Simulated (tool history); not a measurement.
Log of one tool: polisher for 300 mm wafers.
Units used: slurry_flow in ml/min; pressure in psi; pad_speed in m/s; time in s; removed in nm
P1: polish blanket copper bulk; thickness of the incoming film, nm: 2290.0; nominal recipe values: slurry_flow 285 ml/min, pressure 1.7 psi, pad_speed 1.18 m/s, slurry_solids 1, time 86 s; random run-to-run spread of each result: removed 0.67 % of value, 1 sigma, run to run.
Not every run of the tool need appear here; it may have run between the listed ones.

run	hour	slurry_flow	pressure	pad_speed	slurry_solids	time	wafers polished on this pad	hours since the slurry nozzle was cleaned	hours since the head pressure was calibrated	hours since the slurry blender was calibrated	removed
1	11	285	1.7	1.18	1	86	497	631.5	397.3	198.6	471.62
2	26.4	285	1.7	1.18	1	86	642	646.9	412.7	214	472.15
3	40	170	1.7	1.18	1	62	771	660.5	426.3	227.6	319.58
4	56	285	2.6	1.18	1	86	923	676.5	442.3	243.6	723.87
5	68	285	1.7	1.18	1	86	1037	688.5	454.3	255.6	480.88
6	82	285	1.7	1.18	0.55	86	1169	702.5	468.3	269.6	422.13
7	96.8	285	1.7	0.64	1	86	1310	717.3	483.1	284.4	259.05
8	111.9	285	1.7	1.18	1.45	86	1453	732.4	498.2	299.5	517.62
9	121.8	285	1.7	1.88	1	86	1547	742.3	508.1	309.4	766.5
10	131.3	285	1.7	1.18	1	86	1637	751.8	517.6	318.9	472.1
11	140.2	285	1.7	1.18	1	86	1721	760.7	526.5	327.8	479.06
12	152.3	170	1.7	1.18	1	86	1836	772.8	538.6	339.9	445.52
13	167.7	285	1.7	1.18	1	123	1982	788.2	554	355.3	674.23
# hour 176.5: slurry blender recalibrated
14	178	285	1.7	1.18	1	86	2079	798.5	564.3	1.5	472.97
15	188.5	285	1.7	1.18	1	63	2179	809	574.8	12	350.69
16	203.6	285	1.7	1.18	1	86	2322	824.1	589.9	27.1	476.75
17	212.5	285	1.7	0.78	1	48	2406	833	598.8	36	176.56
18	227.2	285	1.7	0.72	1.25	86	2545	847.7	613.5	50.7	307.35
19	241.9	425	1.7	1.18	1	86	2685	862.4	628.2	65.4	490.9
20	250	285	0.8	1.18	1	86	2762	870.5	636.3	73.5	223.83
21	257.7	285	1.7	1.18	1	86	2835	878.2	644	81.2	475.27

Predict the results of run 22:
22	273.5	285	1.7	1.18	1	86	2984	894	659.8	97	?

Run 22 gave removed 463.26 nm.
